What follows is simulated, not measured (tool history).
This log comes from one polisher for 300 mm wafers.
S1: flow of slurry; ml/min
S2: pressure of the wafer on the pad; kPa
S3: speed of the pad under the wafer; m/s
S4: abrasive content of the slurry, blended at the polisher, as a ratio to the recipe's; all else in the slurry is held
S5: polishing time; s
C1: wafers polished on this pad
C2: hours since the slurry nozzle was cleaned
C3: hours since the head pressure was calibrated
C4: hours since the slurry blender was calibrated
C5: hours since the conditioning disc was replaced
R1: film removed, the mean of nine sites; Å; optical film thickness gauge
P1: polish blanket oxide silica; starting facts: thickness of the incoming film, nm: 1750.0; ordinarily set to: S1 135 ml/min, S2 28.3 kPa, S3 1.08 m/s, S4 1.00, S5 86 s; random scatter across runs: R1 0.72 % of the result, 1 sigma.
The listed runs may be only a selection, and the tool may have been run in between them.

run 1 day=0.450 | S1=135 S2=28.3 S3=1.08 S4=1.00 S5=86 | C1=1125 C2=62.9 C3=274.2 C4=272.4 C5=112.6 | R1=2248.0
run 2 day=0.879 | S1=135 S2=44.1 S3=1.08 S4=1.00 S5=86 | C1=1243 C2=73.2 C3=284.5 C4=282.7 C5=122.9 | R1=3538.7
run 3 day=1.321 | S1=90 S2=22.1 S3=1.08 S4=1.00 S5=86 | C1=1365 C2=83.8 C3=295.1 C4=293.3 C5=133.5 | R1=1597.2
run 4 day=1.950 | S1=135 S2=28.3 S3=1.08 S4=0.60 S5=86 | C1=1538 C2=98.9 C3=310.2 C4=308.4 C5=148.6 | R1=1725.2
run 5 day=2.354 | S1=80 S2=28.3 S3=1.08 S4=1.00 S5=86 | C1=1650 C2=108.6 C3=319.9 C4=318.1 C5=158.3 | R1=1973.3
run 6 day=2.996 | S1=135 S2=28.3 S3=1.08 S4=1.00 S5=86 | C1=1827 C2=124.0 C3=335.3 C4=333.5 C5=173.7 | R1=2265.5
run 7 day=3.567 | S1=135 S2=16.5 S3=1.08 S4=1.00 S5=86 | C1=1984 C2=137.7 C3=349.0 C4=347.2 C5=187.4 | R1=1307.9
run 8 day=4.100 | S1=135 S2=28.3 S3=1.08 S4=1.00 S5=122 | C1=2131 C2=150.5 C3=361.8 C4=360.0 C5=200.2 | R1=3184.9
run 9 day=4.758 | S1=135 S2=28.3 S3=1.08 S4=1.45 S5=86 | C1=2313 C2=166.3 C3=377.6 C4=375.8 C5=216.0 | R1=2618.0
run 10 day=5.179 | S1=135 S2=28.3 S3=1.68 S4=1.00 S5=86 | C1=2429 C2=176.4 C3=387.7 C4=385.9 C5=226.1 | R1=3206.8
run 11 day=5.558 | S1=135 S2=28.3 S3=1.08 S4=1.00 S5=86 | C1=2533 C2=185.5 C3=396.8 C4=395.0 C5=235.2 | R1=2263.9
run 12 day=6.146 | S1=135 S2=28.3 S3=1.08 S4=1.00 S5=49 | C1=2695 C2=199.6 C3=410.9 C4=409.1 C5=249.3 | R1=1285.1
run 13 day=6.696 | S1=135 S2=28.3 S3=0.68 S4=1.00 S5=86 | C1=2847 C2=212.8 C3=424.1 C4=422.3 C5=262.5 | R1=1548.3
run 14 day=7.183 | S1=205 S2=28.3 S3=1.08 S4=1.00 S5=86 | C1=2982 C2=224.5 C3=435.8 C4=434.0 C5=274.2 | R1=2399.4
run 15 day=7.579 | S1=135 S2=28.3 S3=1.08 S4=1.00 S5=86 | C1=3091 C2=234.0 C3=445.3 C4=443.5 C5=283.7 | R1=2255.4
run 16 day=7.962 | S1=135 S2=28.3 S3=1.08 S4=1.00 S5=86 | C1=3196 C2=243.2 C3=454.5 C4=452.7 C5=292.9 | R1=2230.9
run 17 day=8.258 | S1=135 S2=28.3 S3=1.08 S4=1.00 S5=86 | C1=3278 C2=250.3 C3=461.6 C4=459.8 C5=300.0 | R1=2247.2
run 18 day=8.800 | S1=135 S2=28.3 S3=1.08 S4=1.00 S5=86 | C1=3427 C2=263.3 C3=474.6 C4=472.8 C5=313.0 | R1=2132.1
run 19 day=9.125 | S1=135 S2=28.3 S3=1.08 S4=1.00 S5=86 | C1=3517 C2=271.1 C3=482.4 C4=480.6 C5=320.8 | R1=2077.6
run 20 day=9.517 | S1=135 S2=28.3 S3=1.08 S4=1.00 S5=86 | C1=3625 C2=280.5 C3=491.8 C4=490.0 C5=330.2 | R1=1999.2
-- day=9.875 conditioning disc replaced and pad reconditioned
-- day=10.154 head pressure recalibrated
run 21 day=10.188 | S1=135 S2=28.3 S3=1.08 S4=1.00 S5=86 | C1=3810 C2=296.6 C3=0.9 C4=506.1 C5=7.6 | R1=1996.6
-- day=10.233 slurry nozzle cleaned
run 22 day=10.629 | S1=135 S2=28.3 S3=1.08 S4=1.00 S5=86 | C1=3932 C2=9.5 C3=11.5 C4=516.7 C5=18.2 | R1=1991.2
run 23 day=11.004 | S1=135 S2=28.3 S3=1.08 S4=1.00 S5=86 | C1=4035 C2=18.5 C3=20.5 C4=525.7 C5=27.2 | R1=1996.8
run 24 day=11.650 | S1=135 S2=28.3 S3=1.08 S4=1.00 S5=86 | C1=4213 C2=34.0 C3=36.0 C4=541.2 C5=42.7 | R1=1971.1
run 25 day=12.008 | S1=135 S2=28.3 S3=1.08 S4=1.00 S5=86 | C1=4312 C2=42.6 C3=44.6 C4=549.8 C5=51.3 | R1=1970.1

What P1 gives has crept away from where it was. These 2 causes fit the log equally well, each at the size given:
A: abrasive missing from the slurry, % = 24.4
B: removal rate lost through wear of the pad, % = 12.8
The creep began at about day 8.258.
Why every other cause is out:
slurry flow missing at the pad, %: its service at day 10.233 followed the start of the drift and did not put the process back to its old value
head's pressure below its setpoint, %: its service at day 10.154 followed the start of the drift and did not put the process back to its old value
time polished since the conditioner stopped cutting, s: its service at day 9.875 followed the start of the drift and did not put the process back to its old value

Below are 4 check runs, each averaged over 5 wafers, with their results shown as question marks. Which of them would give clearly different results depending on which cause is behind the drift?
run check 1 day=12.367 | S1=80 S2=39.3 S3=1.08 S4=1.00 S5=86 | R1=?
run check 2 day=12.367 | S1=175 S2=28.3 S3=1.08 S4=1.00 S5=121 | R1=?
run check 3 day=12.367 | S1=80 S2=28.3 S3=1.60 S4=1.00 S5=86 | R1=?
run check 4 day=12.367 | S1=85 S2=28.3 S3=1.08 S4=1.40 S5=86 | R1=?

How each check would come out, cause by cause:
check=check_1 result=R1 if_A=2398.0 if_B=2397.8
check=check_2 result=R1 if_A=2884.0 if_B=2883.8
check=check_3 result=R1 if_A=2362.2 if_B=2362.0
check=check_4 result=R1 if_A=2065.8 if_B=2018.3
Smallest distance between any two causes, each pair judged by its most separating result, in per cent: check 1 0.01 %; check 2 0.01 %; check 3 0.01 %; check 4 2.33 %
Only in check 4 would the causes give clearly different results; in the remaining checks their results would be nearly the same.

With check 4 done, the readings were: R1 2061.0 Å. Identify which of the listed causes applies.

Of the candidate causes, it is A: abrasive missing from the slurry, %.
